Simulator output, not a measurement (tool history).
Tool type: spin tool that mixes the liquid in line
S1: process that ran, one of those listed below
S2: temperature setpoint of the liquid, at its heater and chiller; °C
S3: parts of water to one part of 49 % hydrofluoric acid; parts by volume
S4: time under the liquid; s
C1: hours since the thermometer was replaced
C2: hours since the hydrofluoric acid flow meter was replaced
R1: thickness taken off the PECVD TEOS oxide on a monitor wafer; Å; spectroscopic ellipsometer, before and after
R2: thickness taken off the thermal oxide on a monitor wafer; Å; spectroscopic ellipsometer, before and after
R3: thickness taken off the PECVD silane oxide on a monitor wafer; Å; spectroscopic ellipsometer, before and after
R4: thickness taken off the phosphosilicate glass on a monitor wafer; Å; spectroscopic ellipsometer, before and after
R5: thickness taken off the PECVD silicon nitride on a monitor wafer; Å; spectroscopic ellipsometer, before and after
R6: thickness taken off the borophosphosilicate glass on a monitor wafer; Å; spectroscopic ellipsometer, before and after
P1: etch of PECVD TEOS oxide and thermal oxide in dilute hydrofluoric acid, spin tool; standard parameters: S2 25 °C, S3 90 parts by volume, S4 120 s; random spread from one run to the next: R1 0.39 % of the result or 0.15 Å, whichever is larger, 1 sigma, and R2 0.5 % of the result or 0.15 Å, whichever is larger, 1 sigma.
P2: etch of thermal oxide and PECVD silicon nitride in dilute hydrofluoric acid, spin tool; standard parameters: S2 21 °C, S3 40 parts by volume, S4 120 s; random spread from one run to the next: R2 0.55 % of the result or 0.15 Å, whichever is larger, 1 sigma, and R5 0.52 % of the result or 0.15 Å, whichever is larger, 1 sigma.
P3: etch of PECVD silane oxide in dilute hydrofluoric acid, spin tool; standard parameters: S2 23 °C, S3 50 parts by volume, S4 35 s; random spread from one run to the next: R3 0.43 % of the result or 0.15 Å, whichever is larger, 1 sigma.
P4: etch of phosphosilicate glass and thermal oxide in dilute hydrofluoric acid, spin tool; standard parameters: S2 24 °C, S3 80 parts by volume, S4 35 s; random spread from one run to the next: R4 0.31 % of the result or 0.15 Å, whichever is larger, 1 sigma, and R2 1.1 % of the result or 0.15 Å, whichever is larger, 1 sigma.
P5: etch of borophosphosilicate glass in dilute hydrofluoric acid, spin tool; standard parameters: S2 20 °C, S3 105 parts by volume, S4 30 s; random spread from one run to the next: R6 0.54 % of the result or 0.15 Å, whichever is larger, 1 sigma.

run,hour,S1,S2,S3,S4,C1,C2,R1,R2,R3,R4,R5,R6
1,11.4,P1,25,90,120,600.1,842.6,329.3,64.59,,,,
2,25.4,P3,23,50,35,614.1,856.6,,,203.81,,,
3,39.8,P1,19,90,120,628.5,871,256.58,50.654,,,,
4,47.7,P4,24,125,35,636.4,878.9,,13.307,,286.59,,
5,56,P2,21,40,15,644.7,887.2,,16.312,,,9.8308,
6,69.9,P1,29.5,90,120,658.6,901.1,393.61,77.411,,,,
7,82.8,P3,23,25,35,671.5,914,,,419.61,,,
8,90.5,P2,21,20,120,679.2,921.7,,269.75,,,152.33,
9,100.6,P3,23,50,35,689.3,931.8,,,204.39,,,
10,111.9,P5,20,105,30,700.6,943.1,,,,,,114.6
11,119.9,P1,25,90,120,708.6,951.1,330.79,64.607,,,,
12,135.7,P1,31.5,90,195,724.4,966.9,692.22,136.46,,,,
13,149,P5,20,70,30,737.7,980.2,,,,,,178.34
14,156.2,P4,19.5,80,35,744.9,987.4,,17.484,,392.52,,
15,165.3,P2,21,40,120,754,996.5,,130.9,,,79.581,
16,177.8,P5,20,105,15,766.5,1009,,,,,,57.31
17,186,P4,24,80,35,774.7,1017.2,,21.219,,469.25,,
18,199,P2,21,40,120,787.7,1030.2,,131.24,,,79.107,
19,210,P2,17,40,120,798.7,1041.2,,110.33,,,60.376,
20,220.6,P1,25,90,120,809.3,1051.8,327.43,65.008,,,,
21,229.4,P3,31,50,35,818.1,1060.6,,,279.11,,,
22,244.5,P1,25,55,120,833.2,1075.7,566.47,110.34,,,,
23,252.4,P1,25,90,15,841.1,1083.6,41.073,7.9661,,,,
24,265.4,P5,20,105,30,854.1,1096.6,,,,,,114.58
25,272.7,P5,27.5,105,30,861.4,1103.9,,,,,,155.13
26,283,P3,23,50,15,871.7,1114.2,,,86.627,,,
27,295.8,P1,32,125,120,884.5,1127,294.65,57.868,,,,
28,309.6,P1,30.5,55,120,898.3,1140.8,702.09,138.42,,,,
29,326,P4,24,80,60,914.7,1157.2,,35.91,,809.1,,
30,333.5,P1,25,90,120,922.2,1164.7,328.13,65.193,,,,
31,348.1,P1,25,90,225,936.8,1179.3,620.08,120.15,,,,
32,362.5,P1,25,145,120,951.2,1193.7,191.65,37.726,,,,
33,378.2,P1,25,90,120,966.9,1209.4,328.06,63.946,,,,
34,391.8,P1,25,90,120,980.5,1223,328.82,64.988,,,,
35,407.5,P1,25,90,120,996.2,1238.7,341.56,67.403,,,,
36,420.1,P1,25,90,120,1008.8,1251.3,344.77,68.343,,,,
37,430.2,P1,25,90,120,1018.9,1261.4,351.19,68.658,,,,
38,438.9,P1,25,90,120,1027.6,1270.1,350.07,69.059,,,,
39,449.1,P1,25,90,120,1037.8,1280.3,353.78,68.831,,,,
40,465.1,P1,25,90,120,1053.8,1296.3,356.47,70.577,,,,
41,480.6,P1,25,90,120,1069.3,1311.8,358.46,69.929,,,,
42,496.4,P1,25,90,120,1085.1,1327.6,355.53,70.258,,,,
43,506.9,P1,25,90,120,1095.6,1338.1,360.28,70.903,,,,
44,522.1,P1,25,90,120,1110.8,1353.3,359.49,70.525,,,,
45,536,P1,25,90,120,1124.7,1367.2,357.49,70.856,,,,

P1 no longer gives what it gave before; its output has crept away from where it was. The following 2 causes, each at its listed size, fit the log equally well:
A: hydrofluoric acid flow above the setpoint (%) = 7.91
B: liquid hotter than its thermometer reads (K) = 2.16
The gradual shift began around hour 391.8.

Question marks stand in for the results of the 4 check runs listed below, each run on one wafer. Under which run would the listed causes show clearly different results?
check 1,549.9,P3,23,50,35,,,,,?,,,
check 2,549.9,P2,21,40,120,,,,?,,,?,
check 3,549.9,P5,20,105,30,,,,,,,,?
check 4,549.9,P4,24,80,35,,,,?,,?,,

What each check would give under each cause:
check,result,if A,if B
check 1,R3,220.73,222.47
check 2,R2,142.04,143.64
check 2,R5,84.945,91.535
check 3,R6,124.82,125.17
check 4,R2,23.308,23.367
check 4,R4,513.08,514.37
Smallest distance between any two causes, each pair judged by its most separating result, in per cent: check 1 0.78 %; check 2 7.47 %; check 3 0.28 %; check 4 0.25 %
Check 2 distinguishes between the causes, while the remaining checks would return nearly the same result for all of them.

Check 2 was then run and gave: R2 140.93 Å; R5 84.934 Å. Which cause is it?

It was cause A: hydrofluoric acid flow above the setpoint (%).

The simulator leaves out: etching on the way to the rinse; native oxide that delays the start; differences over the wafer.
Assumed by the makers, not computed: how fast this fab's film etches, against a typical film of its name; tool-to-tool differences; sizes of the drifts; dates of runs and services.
